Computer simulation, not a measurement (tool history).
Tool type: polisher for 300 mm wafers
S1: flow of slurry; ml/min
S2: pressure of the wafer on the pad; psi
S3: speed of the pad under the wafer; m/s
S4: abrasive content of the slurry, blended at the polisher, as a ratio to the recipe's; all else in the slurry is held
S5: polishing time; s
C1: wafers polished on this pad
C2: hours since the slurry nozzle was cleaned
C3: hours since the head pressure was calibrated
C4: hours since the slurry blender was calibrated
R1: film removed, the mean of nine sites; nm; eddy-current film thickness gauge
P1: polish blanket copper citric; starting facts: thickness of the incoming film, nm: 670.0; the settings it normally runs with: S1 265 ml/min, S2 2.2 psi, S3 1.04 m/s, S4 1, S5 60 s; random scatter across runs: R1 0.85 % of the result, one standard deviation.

run,day,S1,S2,S3,S4,S5,C1,C2,C3,C4,R1
1,0.142,265,2.2,1.04,1,60,402,68,234.9,166.9,110.17
2,0.308,265,2.2,1.04,1,60,431,72,238.9,170.9,113.05
3,0.554,340,2.2,1.04,1,85,473,77.9,244.8,176.8,162.49
4,0.754,265,2.2,1.04,1,60,507,82.7,249.6,181.6,111.41
5,0.879,265,3.5,1.04,1,60,528,85.7,252.6,184.6,175.08
6,1.038,350,2.2,1.04,1,60,555,89.5,256.4,188.4,113.41
7,1.196,265,2.2,1.04,0.6,60,582,93.3,260.2,192.2,101.38
8,1.408,265,1.5,1.04,1,60,619,98.4,265.3,197.3,76.209
9,1.546,160,2.2,1.04,1,60,642,101.7,268.6,200.6,103.69
10,1.667,265,2.2,0.46,1,60,663,104.6,271.5,203.5,51.283
11,1.871,265,2.2,1.54,1,60,698,109.5,276.4,208.4,163.65
12,2.083,265,2.2,1.04,1,90,734,114.6,281.5,213.5,167.52
13,2.225,265,2.2,1.04,1,45,758,118,284.9,216.9,83
14,2.392,265,2.2,1.04,1.45,60,787,122,288.9,220.9,122.84
15,2.546,265,2.2,1.04,1,60,813,125.7,292.6,224.6,110.17
16,2.758,265,2.2,1.04,1,60,849,130.8,297.7,229.7,112.14
17,2.917,265,2.2,1.04,1,60,876,134.6,301.5,233.5,108.38
18,3.138,265,2.2,1.04,1,60,914,139.9,306.8,238.8,106.07
19,3.254,265,2.2,1.04,1,60,934,142.7,309.6,241.6,108.37
20,3.496,265,2.2,1.04,1,60,975,148.5,315.4,247.4,106.34
21,3.612,265,2.2,1.04,1,60,995,151.3,318.2,250.2,105.78
# day 3.817: head pressure recalibrated
22,3.842,265,2.2,1.04,1,60,1034,156.8,0.6,255.7,104.6
# day 3.867: worn pad replaced by a new one
23,4.029,265,2.2,1.04,1,60,27,161.3,5.1,260.2,104.82
24,4.25,265,2.2,1.04,1,60,65,166.6,10.4,265.5,104.6
25,4.471,265,2.2,1.04,1,60,103,171.9,15.7,270.8,104.84

The log shows P1 creeping away from where it was. Any of the 2 causes listed here, at the size stated for it, fits the log just as well as the others:
A: slurry flow missing at the pad, % = 39.2
B: abrasive missing from the slurry, % = 26.4
The creep began at about day 2.758.
Excluded causes, each with its reason:
removal rate lost through wear of the pad, %: serviced after onset, at day 3.867, with no recovery of the prior output
head's pressure below its setpoint, %: serviced after onset, at day 3.817, with no recovery of the prior output

Which of the 4 check runs listed below, each an average over 5 wafers with its results shown as question marks, gives clearly different results under the different listed causes?
check 1,4.692,265,1.6,1.04,1,60,,,,,?
check 2,4.692,265,2.2,1.04,1,80,,,,,?
check 3,4.692,265,2.2,1.4,1,60,,,,,?
check 4,4.692,170,2.2,1.04,1,60,,,,,?

If the cause were each of the candidates in turn, the checks would give the following:
check,result,if A,if B
check 1,R1,76.946,76.949
check 2,R1,139.43,139.44
check 3,R1,139.64,139.64
check 4,R1,95.682,98.88
Gap, in per cent, between the two causes that each check separates least, read from the result that separates them most: check 1 0 %; check 2 0 %; check 3 0 %; check 4 3.29 %
Check 4 distinguishes between the causes, while the remaining checks would return nearly the same result for all of them.

The results of check 4 are: R1 98.74 nm. Based on these, which of the listed causes is it?

The correct cause is B, namely: abrasive missing from the slurry, %.

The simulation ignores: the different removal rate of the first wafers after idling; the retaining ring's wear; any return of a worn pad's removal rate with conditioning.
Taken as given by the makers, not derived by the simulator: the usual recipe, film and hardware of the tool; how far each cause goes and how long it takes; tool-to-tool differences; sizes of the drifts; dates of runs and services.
